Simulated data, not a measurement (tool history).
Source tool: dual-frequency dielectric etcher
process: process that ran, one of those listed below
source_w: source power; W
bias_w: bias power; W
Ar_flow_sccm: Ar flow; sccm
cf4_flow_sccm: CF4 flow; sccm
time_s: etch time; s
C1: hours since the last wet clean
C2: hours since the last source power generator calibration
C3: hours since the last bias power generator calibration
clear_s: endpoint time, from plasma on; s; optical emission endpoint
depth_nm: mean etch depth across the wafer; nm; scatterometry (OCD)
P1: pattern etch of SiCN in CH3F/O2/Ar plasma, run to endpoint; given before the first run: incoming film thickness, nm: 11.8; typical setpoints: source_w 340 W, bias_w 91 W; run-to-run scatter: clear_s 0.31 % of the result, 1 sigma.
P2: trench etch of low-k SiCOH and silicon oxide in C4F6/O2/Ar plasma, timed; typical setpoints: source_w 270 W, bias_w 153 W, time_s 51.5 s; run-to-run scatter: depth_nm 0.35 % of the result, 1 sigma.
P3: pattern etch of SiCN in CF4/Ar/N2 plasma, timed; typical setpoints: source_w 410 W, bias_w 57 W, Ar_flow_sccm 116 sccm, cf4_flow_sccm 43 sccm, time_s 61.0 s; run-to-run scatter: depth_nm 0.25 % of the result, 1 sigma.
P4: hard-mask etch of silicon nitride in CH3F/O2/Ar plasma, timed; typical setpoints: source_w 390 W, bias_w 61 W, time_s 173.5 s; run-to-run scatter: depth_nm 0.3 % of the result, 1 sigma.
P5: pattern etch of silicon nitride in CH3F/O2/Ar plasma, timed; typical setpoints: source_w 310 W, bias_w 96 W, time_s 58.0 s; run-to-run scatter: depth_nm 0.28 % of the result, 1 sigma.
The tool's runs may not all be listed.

Run 1, day 0.212: process P1, source_w 340 W, bias_w 91 W; C1 270.0; C2 2392.4; C3 2574.6. Result: clear_s 30.288 s.
Run 2, day 0.404: process P3, source_w 410 W, bias_w 57 W, Ar_flow_sccm 90 sccm, cf4_flow_sccm 43 sccm, time_s 61.0 s; C1 274.6; C2 2397.0; C3 2579.2. Result: depth_nm 42.333 nm.
Run 3, day 0.562: process P4, source_w 460 W, bias_w 61 W, time_s 173.5 s; C1 278.4; C2 2400.8; C3 2583.0. Result: depth_nm 123.000 nm.
Run 4, day 0.733: process P5, source_w 310 W, bias_w 76 W, time_s 58.0 s; C1 282.5; C2 2404.9; C3 2587.1. Result: depth_nm 37.509 nm.
Run 5, day 0.900: process P4, source_w 390 W, bias_w 61 W, time_s 250.0 s; C1 286.5; C2 2408.9; C3 2591.1. Result: depth_nm 166.590 nm.
Run 6, day 1.075: process P1, source_w 340 W, bias_w 55 W; C1 290.7; C2 2413.1; C3 2595.3. Result: clear_s 35.981 s.
Run 7, day 1.354: process P3, source_w 410 W, bias_w 57 W, Ar_flow_sccm 116 sccm, cf4_flow_sccm 43 sccm, time_s 76.0 s; C1 297.4; C2 2419.8; C3 2602.0. Result: depth_nm 50.607 nm.
Run 8, day 1.633: process P1, source_w 340 W, bias_w 91 W; C1 304.1; C2 2426.5; C3 2608.7. Result: clear_s 30.228 s.
Run 9, day 1.829: process P2, source_w 270 W, bias_w 153 W, time_s 36.5 s; C1 308.8; C2 2431.2; C3 2613.4. Result: depth_nm 102.570 nm.
Run 10, day 2.129: process P5, source_w 310 W, bias_w 96 W, time_s 81.5 s; C1 316.0; C2 2438.4; C3 2620.6. Result: depth_nm 57.696 nm.
Run 11, day 2.388: process P3, source_w 550 W, bias_w 57 W, Ar_flow_sccm 116 sccm, cf4_flow_sccm 43 sccm, time_s 61.0 s; C1 322.2; C2 2444.6; C3 2626.8. Result: depth_nm 52.459 nm.
Run 12, day 2.712: process P2, source_w 270 W, bias_w 190 W, time_s 51.5 s; C1 330.0; C2 2452.4; C3 2634.6. Result: depth_nm 156.340 nm.
Run 13, day 3.046: process P1, source_w 230 W, bias_w 58 W; C1 338.0; C2 2460.4; C3 2642.6. Result: clear_s 41.231 s.
At day 3.133: bias power generator calibrated.
Run 14, day 3.371: process P1, source_w 340 W, bias_w 110 W; C1 345.8; C2 2468.2; C3 5.7. Result: clear_s 28.174 s.
Run 15, day 3.575: process P1, source_w 340 W, bias_w 91 W; C1 350.7; C2 2473.1; C3 10.6. Result: clear_s 30.247 s.
Run 16, day 3.808: process P1, source_w 340 W, bias_w 91 W; C1 356.3; C2 2478.7; C3 16.2. Result: clear_s 30.294 s.
Run 17, day 4.046: process P1, source_w 250 W, bias_w 124 W; C1 362.0; C2 2484.4; C3 21.9. Result: clear_s 30.037 s.
Run 18, day 4.288: process P5, source_w 190 W, bias_w 96 W, time_s 58.0 s; C1 367.8; C2 2490.2; C3 27.7. Result: depth_nm 34.227 nm.
Run 19, day 4.558: process P4, source_w 390 W, bias_w 61 W, time_s 173.5 s; C1 374.3; C2 2496.7; C3 34.2. Result: depth_nm 115.310 nm.
Run 20, day 4.771: process P3, source_w 410 W, bias_w 40 W, Ar_flow_sccm 116 sccm, cf4_flow_sccm 43 sccm, time_s 61.0 s; C1 379.4; C2 2501.8; C3 39.3. Result: depth_nm 35.793 nm.
Run 21, day 4.967: process P1, source_w 340 W, bias_w 91 W; C1 384.1; C2 2506.5; C3 44.0. Result: clear_s 30.257 s.
Run 22, day 5.117: process P4, source_w 390 W, bias_w 74 W, time_s 173.5 s; C1 387.7; C2 2510.1; C3 47.6. Result: depth_nm 123.360 nm.
Run 23, day 5.362: process P1, source_w 420 W, bias_w 91 W; C1 393.6; C2 2516.0; C3 53.5. Result: clear_s 27.886 s.
Run 24, day 5.592: process P3, source_w 410 W, bias_w 57 W, Ar_flow_sccm 116 sccm, cf4_flow_sccm 35 sccm, time_s 61.0 s; C1 399.1; C2 2521.5; C3 59.0. Result: depth_nm 39.241 nm.
At day 5.675: wet clean of the chamber.
Run 25, day 5.842: process P3, source_w 410 W, bias_w 57 W, Ar_flow_sccm 116 sccm, cf4_flow_sccm 43 sccm, time_s 61.0 s; C1 4.0; C2 2527.5; C3 65.0. Result: depth_nm 40.520 nm.
Run 26, day 5.996: process P1, source_w 340 W, bias_w 91 W; C1 7.7; C2 2531.2; C3 68.7. Result: clear_s 30.421 s.
Run 27, day 6.312: process P2, source_w 270 W, bias_w 153 W, time_s 51.5 s; C1 15.3; C2 2538.8; C3 76.3. Result: depth_nm 144.760 nm.
Run 28, day 6.542: process P2, source_w 330 W, bias_w 153 W, time_s 51.5 s; C1 20.8; C2 2544.3; C3 81.8. Result: depth_nm 156.340 nm.
Run 29, day 6.704: process P1, source_w 340 W, bias_w 91 W; C1 24.7; C2 2548.2; C3 85.7. Result: clear_s 30.453 s.
Run 30, day 6.933: process P5, source_w 310 W, bias_w 96 W, time_s 58.0 s; C1 30.2; C2 2553.7; C3 91.2. Result: depth_nm 40.737 nm.
Run 31, day 7.162: process P1, source_w 210 W, bias_w 91 W; C1 35.7; C2 2559.2; C3 96.7. Result: clear_s 36.260 s.
Run 32, day 7.483: process P1, source_w 340 W, bias_w 91 W; C1 43.4; C2 2566.9; C3 104.4. Result: clear_s 30.307 s.
Run 33, day 7.779: process P1, source_w 340 W, bias_w 91 W; C1 50.5; C2 2574.0; C3 111.5. Result: clear_s 30.396 s.
Run 34, day 8.088: process P1, source_w 340 W, bias_w 91 W; C1 57.9; C2 2581.4; C3 118.9. Result: clear_s 30.637 s.
Run 35, day 8.388: process P1, source_w 340 W, bias_w 91 W; C1 65.1; C2 2588.6; C3 126.1. Result: clear_s 30.645 s.
At day 8.446: wet clean of the chamber.
Run 36, day 8.638: process P1, source_w 340 W, bias_w 91 W; C1 4.6; C2 2594.6; C3 132.1. Result: clear_s 30.863 s.
Run 37, day 8.800: process P1, source_w 340 W, bias_w 91 W; C1 8.5; C2 2598.5; C3 136.0. Result: clear_s 30.538 s.
Run 38, day 8.975: process P1, source_w 340 W, bias_w 91 W; C1 12.7; C2 2602.7; C3 140.2. Result: clear_s 30.782 s.
Run 39, day 9.142: process P1, source_w 340 W, bias_w 91 W; C1 16.7; C2 2606.7; C3 144.2. Result: clear_s 30.731 s.

Something has made what P1 gives creep away from where it was; the 2 causes below, each at its own stated size, fit the log equally well:
A: bias power that arrives under what is set, % = 4.1
B: source power that arrives under what is set, % = 4.14
The onset of the drift is placed at about day 7.483.
Excluded causes, each with its reason:
chamber walls in a state that lowers the etch rate, %: serviced at day 8.446, after the change had begun; the process did not return to its earlier output

Which of the 4 check runs listed below separates the causes, so that each cause would produce a clearly different result? Each run uses one wafer, and its results are marked with question marks.
Run check 1, day 9.308: process P3, source_w 410 W, bias_w 57 W, Ar_flow_sccm 116 sccm, cf4_flow_sccm 43 sccm, time_s 61.0 s. Result: depth_nm ?.
Run check 2, day 9.308: process P4, source_w 390 W, bias_w 61 W, time_s 173.5 s. Result: depth_nm ?.
Run check 3, day 9.308: process P2, source_w 270 W, bias_w 153 W, time_s 51.5 s. Result: depth_nm ?.
Run check 4, day 9.308: process P5, source_w 310 W, bias_w 96 W, time_s 58.0 s. Result: depth_nm ?.

What each check would give under each cause:
  check    result     if A     if B
check 1  depth_nm   40.008   39.164
check 2  depth_nm  113.950  113.670
check 3  depth_nm  142.880  142.400
check 4  depth_nm   40.282   40.273
Smallest distance between any two causes, each pair judged by its most separating result, in per cent: check 1 2.13 %; check 2 0.24 %; check 3 0.34 %; check 4 0.02 %
Of the check runs offered, only check 1 discriminates between the causes; the rest would read about the same regardless of which cause applies.

Check 1 has now been run. It gave: depth_nm 39.961 nm. Which of the candidate causes is it?

A is the cause: bias power that arrives under what is set, %.

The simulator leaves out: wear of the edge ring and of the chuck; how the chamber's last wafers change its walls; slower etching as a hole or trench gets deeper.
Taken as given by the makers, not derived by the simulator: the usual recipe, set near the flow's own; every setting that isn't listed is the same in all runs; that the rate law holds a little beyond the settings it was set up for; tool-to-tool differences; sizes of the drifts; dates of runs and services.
